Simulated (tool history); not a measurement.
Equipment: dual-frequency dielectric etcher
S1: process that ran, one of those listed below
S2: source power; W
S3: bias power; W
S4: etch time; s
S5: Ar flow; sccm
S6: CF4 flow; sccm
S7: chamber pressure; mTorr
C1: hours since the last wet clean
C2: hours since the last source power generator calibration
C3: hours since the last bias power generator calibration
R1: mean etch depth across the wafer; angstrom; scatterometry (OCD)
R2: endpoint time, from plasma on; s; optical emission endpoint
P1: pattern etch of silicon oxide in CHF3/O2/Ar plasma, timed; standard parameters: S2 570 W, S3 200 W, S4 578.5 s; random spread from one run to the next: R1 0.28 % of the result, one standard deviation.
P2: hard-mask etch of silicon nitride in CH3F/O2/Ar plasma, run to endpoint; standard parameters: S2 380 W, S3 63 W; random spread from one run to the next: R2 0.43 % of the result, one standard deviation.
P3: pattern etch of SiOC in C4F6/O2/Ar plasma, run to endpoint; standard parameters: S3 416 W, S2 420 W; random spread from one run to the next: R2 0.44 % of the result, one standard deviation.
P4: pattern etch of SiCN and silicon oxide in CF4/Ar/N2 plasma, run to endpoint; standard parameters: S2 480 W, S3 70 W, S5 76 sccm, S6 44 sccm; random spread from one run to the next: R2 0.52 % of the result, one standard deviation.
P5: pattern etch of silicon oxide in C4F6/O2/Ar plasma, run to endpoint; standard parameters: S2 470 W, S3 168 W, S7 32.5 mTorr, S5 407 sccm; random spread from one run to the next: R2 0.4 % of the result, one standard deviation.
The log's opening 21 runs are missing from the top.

| run | hour | S1 | S2 | S3 | S4 | S5 | S6 | S7 | C1 | C2 | C3 | R1 | R2 |
|---|---|---|---|---|---|---|---|---|---|---|---|---|---|
| 22 | 302.0 | P1 | 570 | 200 | 441.0 |  |  |  | 365.6 | 3020.2 | 1341.4 | 9090.7 |  |
| 23 | 315.7 | P3 | 420 | 509 |  |  |  |  | 379.3 | 3033.9 | 1355.1 |  | 13.3880 |
| 24 | 326.7 | P1 | 570 | 263 | 438.0 |  |  |  | 390.3 | 3044.9 | 1366.1 | 9947.8 |  |
| 25 | 343.2 | P1 | 460 | 200 | 380.0 |  |  |  | 406.8 | 3061.4 | 1382.6 | 7217.5 |  |
| 26 | 357.7 | P1 | 420 | 200 | 578.5 |  |  |  | 421.3 | 3075.9 | 1397.1 | 10603.0 |  |
| 27 | 375.7 | P1 | 570 | 200 | 578.5 |  |  |  | 439.3 | 3093.9 | 1415.1 | 11958.0 |  |
| 28 | 392.1 | P1 | 570 | 200 | 578.5 |  |  |  | 455.7 | 3110.3 | 1431.5 | 11925.0 |  |
| 29 | 409.7 | P3 | 420 | 416 |  |  |  |  | 473.3 | 3127.9 | 1449.1 |  | 14.4210 |
| 30 | 424.3 | P5 | 470 | 224 |  | 407 |  | 32.5 | 487.9 | 3142.5 | 1463.7 |  | 9.5308 |
| 31 | 439.8 | P5 | 470 | 168 |  | 332 |  | 32.5 | 503.4 | 3158.0 | 1479.2 |  | 10.1520 |
| 32 | 453.1 | P1 | 570 | 200 | 578.5 |  |  |  | 516.7 | 3171.3 | 1492.5 | 11907.0 |  |
| 33 | 462.1 | P1 | 570 | 200 | 578.5 |  |  |  | 525.7 | 3180.3 | 1501.5 | 12011.0 |  |
| 34 | 474.0 | P1 | 570 | 200 | 578.5 |  |  |  | 537.6 | 3192.2 | 1513.4 | 12002.0 |  |

What will run 35 give?
| 35 | 488.6 | P1 | 570 | 200 | 578.5 |  |  |  | 552.2 | 3206.8 | 1528.0 | ? |  |

Run 35 produced R1 12030.0 angstrom.
